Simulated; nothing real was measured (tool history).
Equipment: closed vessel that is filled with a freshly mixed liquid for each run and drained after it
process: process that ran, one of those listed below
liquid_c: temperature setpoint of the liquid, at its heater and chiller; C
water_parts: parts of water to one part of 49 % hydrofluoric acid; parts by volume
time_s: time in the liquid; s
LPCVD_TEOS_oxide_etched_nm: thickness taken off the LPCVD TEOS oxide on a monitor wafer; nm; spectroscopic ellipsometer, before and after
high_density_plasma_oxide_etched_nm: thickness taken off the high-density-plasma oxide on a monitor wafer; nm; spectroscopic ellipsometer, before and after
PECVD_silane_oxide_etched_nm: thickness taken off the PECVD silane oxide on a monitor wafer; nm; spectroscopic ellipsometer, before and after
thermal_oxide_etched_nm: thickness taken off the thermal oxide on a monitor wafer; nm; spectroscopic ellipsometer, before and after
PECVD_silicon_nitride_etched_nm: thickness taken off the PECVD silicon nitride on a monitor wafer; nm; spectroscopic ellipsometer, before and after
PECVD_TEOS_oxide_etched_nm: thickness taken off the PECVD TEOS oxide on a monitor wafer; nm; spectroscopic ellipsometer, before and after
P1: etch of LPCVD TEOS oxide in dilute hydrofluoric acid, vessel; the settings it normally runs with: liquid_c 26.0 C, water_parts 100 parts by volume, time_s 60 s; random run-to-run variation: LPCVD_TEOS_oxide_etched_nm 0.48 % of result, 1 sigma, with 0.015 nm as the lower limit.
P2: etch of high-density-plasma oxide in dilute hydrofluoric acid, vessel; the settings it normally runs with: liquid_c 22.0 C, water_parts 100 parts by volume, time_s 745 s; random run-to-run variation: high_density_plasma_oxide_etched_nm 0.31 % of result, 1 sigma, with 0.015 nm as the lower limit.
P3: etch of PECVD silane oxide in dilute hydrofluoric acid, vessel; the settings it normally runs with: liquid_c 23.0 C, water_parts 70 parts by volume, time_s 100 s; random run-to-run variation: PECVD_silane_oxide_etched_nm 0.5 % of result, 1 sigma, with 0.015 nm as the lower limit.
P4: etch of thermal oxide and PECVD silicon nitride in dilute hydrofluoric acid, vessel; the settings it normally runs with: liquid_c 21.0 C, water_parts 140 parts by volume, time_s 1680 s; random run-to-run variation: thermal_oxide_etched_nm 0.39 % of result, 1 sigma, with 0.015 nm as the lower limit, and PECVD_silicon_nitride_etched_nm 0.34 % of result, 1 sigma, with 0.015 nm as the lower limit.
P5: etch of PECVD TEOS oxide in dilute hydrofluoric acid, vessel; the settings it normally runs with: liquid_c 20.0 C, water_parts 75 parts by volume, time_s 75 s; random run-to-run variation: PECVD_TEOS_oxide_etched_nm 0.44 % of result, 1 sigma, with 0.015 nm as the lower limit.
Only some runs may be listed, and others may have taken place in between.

| run | hour | process | liquid_c | water_parts | time_s | hours since the thermometer was replaced | hours since the hydrofluoric acid flow meter was replaced | LPCVD_TEOS_oxide_etched_nm | high_density_plasma_oxide_etched_nm | PECVD_silane_oxide_etched_nm | thermal_oxide_etched_nm | PECVD_silicon_nitride_etched_nm | PECVD_TEOS_oxide_etched_nm |
|---|---|---|---|---|---|---|---|---|---|---|---|---|---|
| 1 | 7.7 | P1 | 26.0 | 100 | 60 | 394.6 | 1244.0 | 26.490 |  |  |  |  |  |
| 2 | 13.6 | P2 | 22.0 | 100 | 745 | 400.5 | 1249.9 |  | 45.3330 |  |  |  |  |
| 3 | 18.7 | P1 | 26.0 | 140 | 60 | 405.6 | 1255.0 | 17.930 |  |  |  |  |  |
| 4 | 23.6 | P3 | 23.0 | 70 | 100 | 410.5 | 1259.9 |  |  | 60.360 |  |  |  |
| 5 | 29.4 | P4 | 17.0 | 140 | 1680 | 416.3 | 1265.7 |  |  |  | 42.527 | 24.457 |  |
|  | 32.4 | thermometer replaced |
| 6 | 34.3 | P1 | 30.0 | 100 | 60 | 1.9 | 1270.6 | 30.723 |  |  |  |  |  |
| 7 | 41.8 | P1 | 26.0 | 100 | 60 | 9.4 | 1278.1 | 26.676 |  |  |  |  |  |
| 8 | 49.7 | P2 | 22.0 | 160 | 745 | 17.3 | 1286.0 |  | 26.4980 |  |  |  |  |
| 9 | 55.8 | P1 | 26.0 | 100 | 110 | 23.4 | 1292.1 | 48.943 |  |  |  |  |  |
| 10 | 63.1 | P5 | 20.0 | 75 | 130 | 30.7 | 1299.4 |  |  |  |  |  | 12.6090 |
| 11 | 67.7 | P1 | 26.0 | 100 | 60 | 35.3 | 1304.0 | 26.348 |  |  |  |  |  |
| 12 | 72.0 | P1 | 26.0 | 30 | 60 | 39.6 | 1308.3 | 97.280 |  |  |  |  |  |
| 13 | 75.6 | P3 | 23.0 | 115 | 100 | 43.2 | 1311.9 |  |  | 34.639 |  |  |  |
| 14 | 80.9 | P5 | 17.0 | 75 | 75 | 48.5 | 1317.2 |  |  |  |  |  | 6.4215 |
| 15 | 89.2 | P4 | 21.0 | 140 | 3035 | 56.8 | 1325.5 |  |  |  | 90.599 | 58.200 |  |
| 16 | 92.9 | P1 | 26.0 | 100 | 30 | 60.5 | 1329.2 | 13.115 |  |  |  |  |  |
| 17 | 100.7 | P1 | 26.0 | 100 | 60 | 68.3 | 1337.0 | 26.479 |  |  |  |  |  |
| 18 | 106.2 | P2 | 22.0 | 100 | 745 | 73.8 | 1342.5 |  | 45.1870 |  |  |  |  |
| 19 | 112.0 | P2 | 17.0 | 100 | 745 | 79.6 | 1348.3 |  | 36.8680 |  |  |  |  |
| 20 | 118.1 | P4 | 21.0 | 140 | 1680 | 85.7 | 1354.4 |  |  |  | 49.964 | 32.052 |  |
| 21 | 122.6 | P2 | 22.0 | 100 | 110 | 90.2 | 1358.9 |  | 6.7304 |  |  |  |  |
| 22 | 129.0 | P1 | 30.0 | 100 | 30 | 96.6 | 1365.3 | 15.503 |  |  |  |  |  |
| 23 | 134.9 | P5 | 20.0 | 75 | 75 | 102.5 | 1371.2 |  |  |  |  |  | 7.2969 |
| 24 | 142.9 | P3 | 27.0 | 70 | 100 | 110.5 | 1379.2 |  |  | 70.904 |  |  |  |
| 25 | 150.0 | P3 | 23.0 | 70 | 190 | 117.6 | 1386.3 |  |  | 114.550 |  |  |  |
| 26 | 154.1 | P4 | 21.0 | 245 | 1680 | 121.7 | 1390.4 |  |  |  | 25.590 | 18.565 |  |
| 27 | 161.3 | P1 | 20.0 | 100 | 60 | 128.9 | 1397.6 | 20.903 |  |  |  |  |  |
| 28 | 167.9 | P1 | 22.5 | 100 | 110 | 135.5 | 1404.2 | 42.252 |  |  |  |  |  |
| 29 | 175.8 | P5 | 20.0 | 35 | 75 | 143.4 | 1412.1 |  |  |  |  |  | 16.3660 |
| 30 | 179.9 | P1 | 26.0 | 100 | 60 | 147.5 | 1416.2 | 26.668 |  |  |  |  |  |
| 31 | 185.5 | P1 | 26.0 | 100 | 60 | 153.1 | 1421.8 | 27.235 |  |  |  |  |  |
| 32 | 193.1 | P1 | 26.0 | 100 | 60 | 160.7 | 1429.4 | 27.870 |  |  |  |  |  |
| 33 | 200.6 | P1 | 26.0 | 100 | 60 | 168.2 | 1436.9 | 28.195 |  |  |  |  |  |
| 34 | 204.2 | P1 | 26.0 | 100 | 60 | 171.8 | 1440.5 | 28.413 |  |  |  |  |  |
| 35 | 210.4 | P1 | 26.0 | 100 | 60 | 178.0 | 1446.7 | 28.508 |  |  |  |  |  |
| 36 | 214.7 | P1 | 26.0 | 100 | 60 | 182.3 | 1451.0 | 28.448 |  |  |  |  |  |
| 37 | 222.6 | P1 | 26.0 | 100 | 60 | 190.2 | 1458.9 | 28.863 |  |  |  |  |  |
| 38 | 227.0 | P1 | 26.0 | 100 | 60 | 194.6 | 1463.3 | 28.958 |  |  |  |  |  |
| 39 | 232.5 | P1 | 26.0 | 100 | 60 | 200.1 | 1468.8 | 28.811 |  |  |  |  |  |
| 40 | 238.5 | P1 | 26.0 | 100 | 60 | 206.1 | 1474.8 | 28.915 |  |  |  |  |  |
| 41 | 245.5 | P1 | 26.0 | 100 | 60 | 213.1 | 1481.8 | 29.138 |  |  |  |  |  |

The log shows P1 creeping away from where it was. Any of the 2 causes listed here, at the size stated for it, fits the log just as well as the others:
A: hydrofluoric acid flow above the setpoint (%) = 8.43
B: liquid hotter than its thermometer reads (K) = 2.37
Onset of the creep was near hour 179.9.

Question marks stand in for the results of the 4 check runs listed below, each run on one wafer. Under which run would the listed causes show clearly different results?
| check 1 | 252.5 | P3 | 23.0 | 70 | 100 |  |  |  |  | ? |  |  |  |
| check 2 | 252.5 | P4 | 21.0 | 140 | 1680 |  |  |  |  |  | ? | ? |  |
| check 3 | 252.5 | P5 | 20.0 | 75 | 75 |  |  |  |  |  |  |  | ? |
| check 4 | 252.5 | P2 | 22.0 | 100 | 745 |  |  |  | ? |  |  |  |  |

If the cause were each of the candidates in turn, the checks would give the following:
| check | result | if A | if B |
|---|---|---|---|
| check 1 | PECVD_silane_oxide_etched_nm | 65.721 | 66.256 |
| check 2 | thermal_oxide_etched_nm | 54.870 | 54.879 |
| check 2 | PECVD_silicon_nitride_etched_nm | 34.683 | 37.452 |
| check 3 | PECVD_TEOS_oxide_etched_nm | 7.9421 | 8.0239 |
| check 4 | high_density_plasma_oxide_etched_nm | 49.5040 | 49.7300 |
Distance between the nearest two causes, measured in the result of the check that separates them most: check 1 0.81 %; check 2 7.68 %; check 3 1.03 %; check 4 0.46 %
Check 2 is the one run that separates the causes; every other check would come out nearly the same whichever cause is at work.

The results of check 2 are: thermal_oxide_etched_nm 55.034 nm; PECVD_silicon_nitride_etched_nm 34.641 nm. Based on these, which of the listed causes is it?

Of the candidate causes, it is A: hydrofluoric acid flow above the setpoint (%).
